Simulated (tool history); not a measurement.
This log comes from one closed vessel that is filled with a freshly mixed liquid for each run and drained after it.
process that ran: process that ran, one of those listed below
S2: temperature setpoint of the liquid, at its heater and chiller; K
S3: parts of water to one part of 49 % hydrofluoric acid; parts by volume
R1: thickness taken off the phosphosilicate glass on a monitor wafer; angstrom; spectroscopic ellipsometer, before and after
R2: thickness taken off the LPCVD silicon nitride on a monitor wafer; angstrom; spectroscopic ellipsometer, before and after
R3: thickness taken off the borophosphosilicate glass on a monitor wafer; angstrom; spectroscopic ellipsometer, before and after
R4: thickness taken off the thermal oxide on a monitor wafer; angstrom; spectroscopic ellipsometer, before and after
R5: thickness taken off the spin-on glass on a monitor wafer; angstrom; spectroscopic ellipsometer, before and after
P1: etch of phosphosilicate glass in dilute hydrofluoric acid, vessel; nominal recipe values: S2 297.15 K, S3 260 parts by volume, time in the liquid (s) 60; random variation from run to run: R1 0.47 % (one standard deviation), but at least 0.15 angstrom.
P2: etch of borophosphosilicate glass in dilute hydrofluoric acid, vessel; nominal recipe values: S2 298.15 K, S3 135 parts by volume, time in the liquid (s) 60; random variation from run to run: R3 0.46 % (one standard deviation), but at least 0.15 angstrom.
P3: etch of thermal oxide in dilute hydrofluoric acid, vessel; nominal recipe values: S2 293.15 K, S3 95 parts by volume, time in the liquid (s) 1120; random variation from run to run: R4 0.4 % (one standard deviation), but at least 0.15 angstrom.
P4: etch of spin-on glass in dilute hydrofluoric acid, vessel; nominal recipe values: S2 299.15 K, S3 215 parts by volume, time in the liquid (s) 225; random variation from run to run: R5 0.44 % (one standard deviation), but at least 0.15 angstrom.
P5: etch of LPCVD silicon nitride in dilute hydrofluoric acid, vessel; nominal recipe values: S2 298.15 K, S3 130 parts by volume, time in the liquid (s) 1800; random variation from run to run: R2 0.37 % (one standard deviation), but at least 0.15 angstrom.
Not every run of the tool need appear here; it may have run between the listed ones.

{"run": 1, "hour": 8.9, "process that ran": "P1", "S2": 297.15, "S3": 260, "time in the liquid (s)": 60, "R1": 353.64}
{"run": 2, "hour": 16.4, "process that ran": "P5", "S2": 298.15, "S3": 130, "time in the liquid (s)": 1800, "R2": 63.927}
{"run": 3, "hour": 27.7, "process that ran": "P1", "S2": 297.15, "S3": 420, "time in the liquid (s)": 60, "R1": 189.33}
{"run": 4, "hour": 33.5, "process that ran": "P2", "S2": 291.15, "S3": 135, "time in the liquid (s)": 60, "R3": 257.29}
{"run": 5, "hour": 42.6, "process that ran": "P5", "S2": 298.15, "S3": 130, "time in the liquid (s)": 1800, "R2": 63.53}
{"run": 6, "hour": 51.0, "process that ran": "P3", "S2": 290.15, "S3": 95, "time in the liquid (s)": 1120, "R4": 438.91}
{"run": 7, "hour": 56.6, "process that ran": "P1", "S2": 297.15, "S3": 260, "time in the liquid (s)": 60, "R1": 354.56}
{"run": 8, "hour": 63.2, "process that ran": "P2", "S2": 298.15, "S3": 200, "time in the liquid (s)": 60, "R3": 211.2}
{"run": 9, "hour": 73.7, "process that ran": "P5", "S2": 298.15, "S3": 225, "time in the liquid (s)": 1800, "R2": 37.208}
{"run": 10, "hour": 80.5, "process that ran": "P1", "S2": 297.15, "S3": 260, "time in the liquid (s)": 60, "R1": 356.13}
{"run": 11, "hour": 86.7, "process that ran": "P1", "S2": 297.15, "S3": 260, "time in the liquid (s)": 60, "R1": 352.99}
{"run": 12, "hour": 98.4, "process that ran": "P3", "S2": 293.15, "S3": 95, "time in the liquid (s)": 1120, "R4": 496.39}
{"run": 13, "hour": 106.1, "process that ran": "P1", "S2": 297.15, "S3": 260, "time in the liquid (s)": 90, "R1": 532.49}
{"run": 14, "hour": 117.4, "process that ran": "P4", "S2": 299.15, "S3": 215, "time in the liquid (s)": 225, "R5": 483.45}
{"run": 15, "hour": 128.3, "process that ran": "P1", "S2": 297.15, "S3": 160, "time in the liquid (s)": 60, "R1": 638.23}
{"run": 16, "hour": 136.6, "process that ran": "P2", "S2": 298.15, "S3": 135, "time in the liquid (s)": 105, "R3": 594.14}
{"run": 17, "hour": 145.6, "process that ran": "P3", "S2": 293.15, "S3": 95, "time in the liquid (s)": 595, "R4": 263.67}
{"run": 18, "hour": 152.0, "process that ran": "P3", "S2": 293.15, "S3": 175, "time in the liquid (s)": 1120, "R4": 246.84}
{"run": 19, "hour": 160.7, "process that ran": "P1", "S2": 302.65, "S3": 260, "time in the liquid (s)": 105, "R1": 751.77}
{"run": 20, "hour": 169.1, "process that ran": "P1", "S2": 297.15, "S3": 260, "time in the liquid (s)": 60, "R1": 355.98}
{"run": 21, "hour": 177.7, "process that ran": "P4", "S2": 299.15, "S3": 215, "time in the liquid (s)": 425, "R5": 899.64}
{"run": 22, "hour": 189.0, "process that ran": "P1", "S2": 297.15, "S3": 260, "time in the liquid (s)": 60, "R1": 355.57}
{"run": 23, "hour": 196.1, "process that ran": "P5", "S2": 298.15, "S3": 130, "time in the liquid (s)": 645, "R2": 22.792}
{"run": 24, "hour": 202.2, "process that ran": "P1", "S2": 291.15, "S3": 260, "time in the liquid (s)": 60, "R1": 283.53}
{"run": 25, "hour": 211.7, "process that ran": "P4", "S2": 299.15, "S3": 215, "time in the liquid (s)": 225, "R5": 481.78}
{"run": 26, "hour": 219.7, "process that ran": "P1", "S2": 302.15, "S3": 260, "time in the liquid (s)": 60, "R1": 421.82}
{"run": 27, "hour": 227.6, "process that ran": "P4", "S2": 303.65, "S3": 215, "time in the liquid (s)": 225, "R5": 555.99}
{"run": 28, "hour": 240.3, "process that ran": "P5", "S2": 303.15, "S3": 130, "time in the liquid (s)": 1800, "R2": 88.307}
{"run": 29, "hour": 249.9, "process that ran": "P1", "S2": 297.15, "S3": 260, "time in the liquid (s)": 30, "R1": 178.47}
{"run": 30, "hour": 261.6, "process that ran": "P2", "S2": 298.15, "S3": 135, "time in the liquid (s)": 60, "R3": 335.06}
{"run": 31, "hour": 274.1, "process that ran": "P4", "S2": 299.15, "S3": 70, "time in the liquid (s)": 225, "R5": 1757.9}
{"run": 32, "hour": 286.2, "process that ran": "P1", "S2": 297.15, "S3": 260, "time in the liquid (s)": 60, "R1": 352.68}
{"run": 33, "hour": 298.6, "process that ran": "P1", "S2": 297.15, "S3": 260, "time in the liquid (s)": 60, "R1": 363.74}
{"run": 34, "hour": 310.9, "process that ran": "P1", "S2": 297.15, "S3": 260, "time in the liquid (s)": 60, "R1": 370.05}
{"run": 35, "hour": 321.7, "process that ran": "P1", "S2": 297.15, "S3": 260, "time in the liquid (s)": 60, "R1": 366.6}
{"run": 36, "hour": 333.8, "process that ran": "P1", "S2": 297.15, "S3": 260, "time in the liquid (s)": 60, "R1": 372.15}
{"run": 37, "hour": 340.1, "process that ran": "P1", "S2": 297.15, "S3": 260, "time in the liquid (s)": 60, "R1": 370.73}

Run 38, settings as shown, results not yet in. Your forecast:
{"run": 38, "hour": 351.7, "process that ran": "P1", "S2": 297.15, "S3": 260, "time in the liquid (s)": 60, "R1": "?"}

Logged for run 38: R1 370.83 angstrom.

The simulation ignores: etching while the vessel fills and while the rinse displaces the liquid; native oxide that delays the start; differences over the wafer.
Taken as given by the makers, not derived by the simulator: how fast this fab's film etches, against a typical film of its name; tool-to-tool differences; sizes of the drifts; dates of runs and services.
